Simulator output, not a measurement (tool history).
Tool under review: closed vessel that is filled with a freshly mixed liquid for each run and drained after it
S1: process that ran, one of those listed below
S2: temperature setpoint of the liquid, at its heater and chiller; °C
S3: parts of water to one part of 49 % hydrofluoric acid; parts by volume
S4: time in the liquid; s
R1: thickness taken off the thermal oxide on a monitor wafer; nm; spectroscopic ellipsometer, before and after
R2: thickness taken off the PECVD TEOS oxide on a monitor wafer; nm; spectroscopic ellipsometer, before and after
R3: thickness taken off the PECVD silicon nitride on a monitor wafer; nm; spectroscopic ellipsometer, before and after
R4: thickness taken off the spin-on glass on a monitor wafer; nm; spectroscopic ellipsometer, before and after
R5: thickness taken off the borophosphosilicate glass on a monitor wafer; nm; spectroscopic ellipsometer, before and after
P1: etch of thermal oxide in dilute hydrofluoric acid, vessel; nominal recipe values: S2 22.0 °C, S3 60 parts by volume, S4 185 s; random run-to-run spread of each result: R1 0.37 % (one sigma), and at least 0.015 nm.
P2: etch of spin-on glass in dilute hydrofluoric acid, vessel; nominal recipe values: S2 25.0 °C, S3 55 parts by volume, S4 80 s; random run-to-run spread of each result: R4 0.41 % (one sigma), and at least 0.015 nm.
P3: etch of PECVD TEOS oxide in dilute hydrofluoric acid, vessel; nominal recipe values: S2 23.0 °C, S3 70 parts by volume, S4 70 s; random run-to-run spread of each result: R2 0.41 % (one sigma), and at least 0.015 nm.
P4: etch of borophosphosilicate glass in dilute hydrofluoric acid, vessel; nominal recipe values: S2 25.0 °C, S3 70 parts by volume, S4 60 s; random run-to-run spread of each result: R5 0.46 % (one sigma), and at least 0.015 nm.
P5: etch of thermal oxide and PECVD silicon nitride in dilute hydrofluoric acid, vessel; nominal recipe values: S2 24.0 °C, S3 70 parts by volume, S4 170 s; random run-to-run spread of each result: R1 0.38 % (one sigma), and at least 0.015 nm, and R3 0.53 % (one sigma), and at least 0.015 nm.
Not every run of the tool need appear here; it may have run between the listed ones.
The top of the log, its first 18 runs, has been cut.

Run 19, day 5.646: S1 P4, S2 17.0 °C, S3 70 parts by volume, S4 60 s. Result: R5 40.375 nm.
Run 20, day 5.933: S1 P1, S2 22.0 °C, S3 60 parts by volume, S4 185 s. Result: R1 14.7990 nm.
Run 21, day 6.271: S1 P1, S2 22.0 °C, S3 105 parts by volume, S4 185 s. Result: R1 7.9031 nm.
Run 22, day 6.579: S1 P3, S2 23.0 °C, S3 95 parts by volume, S4 70 s. Result: R2 11.961 nm.
Run 23, day 6.804: S1 P1, S2 22.0 °C, S3 60 parts by volume, S4 185 s. Result: R1 14.6670 nm.
Run 24, day 7.146: S1 P2, S2 19.5 °C, S3 55 parts by volume, S4 80 s. Result: R4 43.656 nm.
Run 25, day 7.350: S1 P1, S2 28.0 °C, S3 60 parts by volume, S4 185 s. Result: R1 18.7970 nm.
Run 26, day 7.646: S1 P1, S2 22.0 °C, S3 60 parts by volume, S4 185 s. Result: R1 14.6280 nm.
Run 27, day 8.042: S1 P2, S2 25.0 °C, S3 55 parts by volume, S4 30 s. Result: R4 20.526 nm.
Run 28, day 8.371: S1 P3, S2 28.0 °C, S3 70 parts by volume, S4 70 s. Result: R2 20.717 nm.
Run 29, day 8.671: S1 P1, S2 17.0 °C, S3 110 parts by volume, S4 185 s. Result: R1 6.1793 nm.
Run 30, day 8.858: S1 P5, S2 24.0 °C, S3 70 parts by volume, S4 95 s. Result: R1 6.3611 nm, R3 4.5881 nm.
Run 31, day 9.150: S1 P2, S2 25.0 °C, S3 55 parts by volume, S4 80 s. Result: R4 54.428 nm.
Run 32, day 9.404: S1 P4, S2 25.0 °C, S3 70 parts by volume, S4 30 s. Result: R5 28.038 nm.
Run 33, day 9.817: S1 P1, S2 22.0 °C, S3 60 parts by volume, S4 185 s. Result: R1 14.7330 nm.
Run 34, day 10.158: S1 P1, S2 22.0 °C, S3 60 parts by volume, S4 185 s. Result: R1 15.1990 nm.
Run 35, day 10.471: S1 P1, S2 22.0 °C, S3 60 parts by volume, S4 185 s. Result: R1 15.3620 nm.

Forecast run 36:
Run 36, day 10.708: S1 P1, S2 22.0 °C, S3 60 parts by volume, S4 185 s. Result: R1 ?.

{"run 36": {"R1": 15.583}}
